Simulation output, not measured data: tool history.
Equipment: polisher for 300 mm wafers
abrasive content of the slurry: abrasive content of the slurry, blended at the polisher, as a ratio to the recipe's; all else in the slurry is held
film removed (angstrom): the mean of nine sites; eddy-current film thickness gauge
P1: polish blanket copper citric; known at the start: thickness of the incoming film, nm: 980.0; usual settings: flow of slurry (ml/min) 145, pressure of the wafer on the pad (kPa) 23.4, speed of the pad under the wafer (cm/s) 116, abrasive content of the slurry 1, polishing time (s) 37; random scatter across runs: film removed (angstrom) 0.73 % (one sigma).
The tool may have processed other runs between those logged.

run	day	flow of slurry (ml/min)	pressure of the wafer on the pad (kPa)	speed of the pad under the wafer (cm/s)	abrasive content of the slurry	polishing time (s)	wafers polished on this pad	hours since the slurry nozzle was cleaned	hours since the head pressure was calibrated	hours since the slurry blender was calibrated	film removed (angstrom)
1	0.15	145	23.4	116	1	37	437	128.2	181.7	73.8	904.06
2	0.346	145	23.4	116	1	37	472	132.9	186.4	78.5	889.66
3	0.462	145	23.4	116	0.5	37	493	135.7	189.2	81.3	780.35
# day 0.483: head pressure recalibrated
4	0.683	145	23.4	116	1	37	533	141	4.8	86.6	912.91
5	0.825	105	23.4	116	1	37	558	144.4	8.2	90	848.78
6	0.933	145	23.4	86	1	37	578	147	10.8	92.6	676.04
7	1.046	225	23.4	116	1	37	598	149.7	13.5	95.3	958.29
8	1.183	145	32.4	116	1	37	623	153	16.8	98.6	1237
9	1.408	145	23.4	116	1.45	37	663	158.4	22.2	104	981.67
10	1.562	145	23.4	116	1	37	691	162.1	25.9	107.7	898.4
11	1.692	145	23.4	176	1	37	714	165.2	29	110.8	1365
12	1.8	145	23.4	116	1	54	733	167.8	31.6	113.4	1323.8
13	1.904	145	23.4	116	1	37	752	170.3	34.1	115.9	897.83
14	2.108	145	14.5	116	1	37	789	175.2	39	120.8	558.26
15	2.279	145	36.5	116	1	46	819	179.3	43.1	124.9	1751.9
16	2.379	145	23.4	116	1	37	837	181.7	45.5	127.3	901.38
17	2.479	145	23.4	116	1	19	855	184.1	47.9	129.7	460.97
18	2.596	145	23.4	116	1	37	876	186.9	50.7	132.5	893.82
19	2.767	145	23.4	116	1	37	907	191	54.8	136.6	863.81
20	2.946	145	23.4	116	1	37	939	195.3	59.1	140.9	835.5
21	3.088	145	23.4	116	1	37	964	198.7	62.5	144.3	844.42
# day 3.183: slurry blender recalibrated
22	3.296	145	23.4	116	1	37	1002	203.7	67.5	2.7	841.06
# day 3.362: head pressure recalibrated
23	3.421	145	23.4	116	1	37	1024	206.7	1.4	5.7	828.14
24	3.546	145	23.4	116	1	37	1047	209.7	4.4	8.7	822.24
25	3.671	145	23.4	116	1	37	1069	212.7	7.4	11.7	825.52

P1 has crept away from where it was. The log is fitted equally well by each of these 2 causes, at the sizes shown:
A: slurry flow missing at the pad, % = 33.7
B: removal rate lost through wear of the pad, % = 8.6
The gradual shift began around day 2.596.
Ruled out, with reasons:
head's pressure below its setpoint, %: maintenance at day 3.362, after the shift began, did not return the process to its former output
abrasive missing from the slurry, %: maintenance at day 3.183, after the shift began, did not return the process to its former output

4 check runs are offered, each on 5 wafers whose results are averaged, their results left as question marks. Which one tells the causes apart?
check 1	3.796	145	32.4	116	1.35	37					?
check 2	3.796	145	23.4	116	0.65	37					?
check 3	3.796	210	23.4	116	1.3	37					?
check 4	3.796	145	23.4	152	1	37					?

What each check would give under each cause:
check	result	if A	if B
check 1	film removed (angstrom)	1214	1213.9
check 2	film removed (angstrom)	755.72	755.65
check 3	film removed (angstrom)	950.54	926.23
check 4	film removed (angstrom)	1078.7	1078.6
Separation of the two closest causes in each check, using whichever result separates them best: check 1 0.01 %; check 2 0.01 %; check 3 2.59 %; check 4 0.01 %
Check 3 tells the causes apart: in the others they would give nearly the same result.

Then check 3 was run and gave: film removed (angstrom) 926.22. Which cause is it?

It is B: removal rate lost through wear of the pad, %.
